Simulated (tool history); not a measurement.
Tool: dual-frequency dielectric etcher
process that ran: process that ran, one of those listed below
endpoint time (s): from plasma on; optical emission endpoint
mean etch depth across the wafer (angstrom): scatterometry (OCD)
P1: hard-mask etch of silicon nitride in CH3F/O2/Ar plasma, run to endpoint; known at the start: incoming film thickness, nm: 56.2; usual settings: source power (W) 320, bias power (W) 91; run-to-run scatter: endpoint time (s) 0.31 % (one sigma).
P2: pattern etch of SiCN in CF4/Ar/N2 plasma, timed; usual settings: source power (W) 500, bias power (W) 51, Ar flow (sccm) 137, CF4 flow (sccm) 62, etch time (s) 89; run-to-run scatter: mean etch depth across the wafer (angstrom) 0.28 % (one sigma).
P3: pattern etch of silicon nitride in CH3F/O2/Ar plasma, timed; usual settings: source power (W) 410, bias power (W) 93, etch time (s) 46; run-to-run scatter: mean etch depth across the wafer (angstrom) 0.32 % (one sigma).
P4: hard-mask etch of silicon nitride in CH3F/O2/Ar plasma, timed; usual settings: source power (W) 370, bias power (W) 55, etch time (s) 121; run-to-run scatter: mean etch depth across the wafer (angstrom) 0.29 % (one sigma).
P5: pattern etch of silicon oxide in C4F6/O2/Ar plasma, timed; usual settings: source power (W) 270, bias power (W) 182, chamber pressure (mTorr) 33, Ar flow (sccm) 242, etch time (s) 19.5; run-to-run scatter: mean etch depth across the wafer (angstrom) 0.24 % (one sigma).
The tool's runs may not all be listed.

| run | hour | process that ran | source power (W) | bias power (W) | chamber pressure (mTorr) | Ar flow (sccm) | etch time (s) | CF4 flow (sccm) | hours since the last wet clean | hours since the last source power generator calibration | hours since the last bias power generator calibration | endpoint time (s) | mean etch depth across the wafer (angstrom) |
|---|---|---|---|---|---|---|---|---|---|---|---|---|---|
| 1 | 3.4 | P1 | 320 | 91 |  |  |  |  | 69.5 | 2083 | 1923 | 81.567 |  |
| 2 | 9.9 | P1 | 320 | 91 |  |  |  |  | 76 | 2089.5 | 1929.5 | 81.555 |  |
| 3 | 13.5 | P1 | 320 | 91 |  |  |  |  | 79.6 | 2093.1 | 1933.1 | 81.717 |  |
| 4 | 19.7 | P5 | 270 | 182 | 43.5 | 242 | 19.5 |  | 85.8 | 2099.3 | 1939.3 |  | 509.48 |
| 5 | 24.9 | P1 | 380 | 125 |  |  |  |  | 91 | 2104.5 | 1944.5 | 68.034 |  |
| 6 | 32 | P1 | 320 | 66 |  |  |  |  | 98.1 | 2111.6 | 1951.6 | 91.759 |  |
| 7 | 39.5 | P4 | 370 | 55 |  |  | 121 |  | 105.6 | 2119.1 | 1959.1 |  | 751.03 |
| 8 | 43.2 | P4 | 370 | 55 |  |  | 66.5 |  | 109.3 | 2122.8 | 1962.8 |  | 410.59 |
| 9 | 50.9 | P5 | 270 | 225 | 33 | 242 | 19.5 |  | 117 | 2130.5 | 1970.5 |  | 563.52 |
| 10 | 57 | P1 | 260 | 91 |  |  |  |  | 123.1 | 2136.6 | 1976.6 | 88.335 |  |
| 11 | 63.7 | P2 | 650 | 51 |  | 137 | 89 | 62 | 129.8 | 2143.3 | 1983.3 |  | 853.44 |
| 12 | 71.5 | P3 | 290 | 93 |  |  | 46 |  | 137.6 | 2151.1 | 1991.1 |  | 308.26 |
| 13 | 79.1 | P3 | 410 | 93 |  |  | 46 |  | 145.2 | 2158.7 | 1998.7 |  | 352.33 |
| 14 | 86.9 | P2 | 500 | 67 |  | 137 | 89 | 62 | 153 | 2166.5 | 2006.5 |  | 744.41 |
| 15 | 94.1 | P1 | 320 | 129 |  |  |  |  | 160.2 | 2173.7 | 2013.7 | 71.576 |  |
| 16 | 101.7 | P1 | 320 | 91 |  |  |  |  | 167.8 | 2181.3 | 2021.3 | 81.563 |  |
| 17 | 108.6 | P2 | 500 | 51 |  | 191 | 89 | 62 | 174.7 | 2188.2 | 2028.2 |  | 632.8 |
| 18 | 112.8 | P4 | 370 | 39 |  |  | 121 |  | 178.9 | 2192.4 | 2032.4 |  | 672.28 |
| 19 | 119 | P1 | 320 | 91 |  |  |  |  | 185.1 | 2198.6 | 2038.6 | 81.783 |  |
| 20 | 126.6 | P5 | 270 | 182 | 33 | 339 | 19.5 |  | 192.7 | 2206.2 | 2046.2 |  | 507.09 |
| 21 | 133.9 | P2 | 500 | 51 |  | 137 | 89 | 62 | 200 | 2213.5 | 2053.5 |  | 674.63 |
| 22 | 140 | P5 | 160 | 182 | 33 | 242 | 19.5 |  | 206.1 | 2219.6 | 2059.6 |  | 430.26 |
| 23 | 146.9 | P3 | 410 | 93 |  |  | 62 |  | 213 | 2226.5 | 2066.5 |  | 473.87 |
| 24 | 152.3 | P3 | 410 | 62 |  |  | 46 |  | 218.4 | 2231.9 | 2071.9 |  | 304.66 |
| 25 | 158.3 | P2 | 500 | 51 |  | 137 | 89 | 75 | 224.4 | 2237.9 | 2077.9 |  | 694.74 |
| 26 | 166.3 | P2 | 500 | 51 |  | 137 | 49 | 62 | 232.4 | 2245.9 | 2085.9 |  | 368.49 |
| 27 | 171.9 | P4 | 300 | 55 |  |  | 121 |  | 238 | 2251.5 | 2091.5 |  | 691.6 |
| 28 | 179 | P5 | 270 | 182 | 33 | 242 | 27.5 |  | 245.1 | 2258.6 | 2098.6 |  | 742.37 |
| 29 | 183.8 | P5 | 270 | 182 | 33 | 242 | 19.5 |  | 249.9 | 2263.4 | 2103.4 |  | 524.63 |
| 30 | 189.5 | P1 | 420 | 91 |  |  |  |  | 255.6 | 2269.1 | 2109.1 | 74.09 |  |
| 31 | 193.4 | P5 | 270 | 182 | 33 | 242 | 19.5 |  | 259.5 | 2273 | 2113 |  | 527.43 |
| 32 | 200.9 | P1 | 320 | 91 |  |  |  |  | 267 | 2280.5 | 2120.5 | 82.059 |  |
| 33 | 206.1 | P1 | 320 | 91 |  |  |  |  | 272.2 | 2285.7 | 2125.7 | 82.356 |  |
| 34 | 211.6 | P1 | 320 | 91 |  |  |  |  | 277.7 | 2291.2 | 2131.2 | 82.372 |  |
| 35 | 217.5 | P1 | 320 | 91 |  |  |  |  | 283.6 | 2297.1 | 2137.1 | 82.957 |  |
| 36 | 224.3 | P1 | 320 | 91 |  |  |  |  | 290.4 | 2303.9 | 2143.9 | 82.813 |  |
| 37 | 228.4 | P1 | 320 | 91 |  |  |  |  | 294.5 | 2308 | 2148 | 83.065 |  |

Forecast run 38:
| 38 | 236 | P1 | 320 | 91 |  |  |  |  | 302.1 | 2315.6 | 2155.6 | ? |  |

Run 38 gave endpoint time (s) 82.891.

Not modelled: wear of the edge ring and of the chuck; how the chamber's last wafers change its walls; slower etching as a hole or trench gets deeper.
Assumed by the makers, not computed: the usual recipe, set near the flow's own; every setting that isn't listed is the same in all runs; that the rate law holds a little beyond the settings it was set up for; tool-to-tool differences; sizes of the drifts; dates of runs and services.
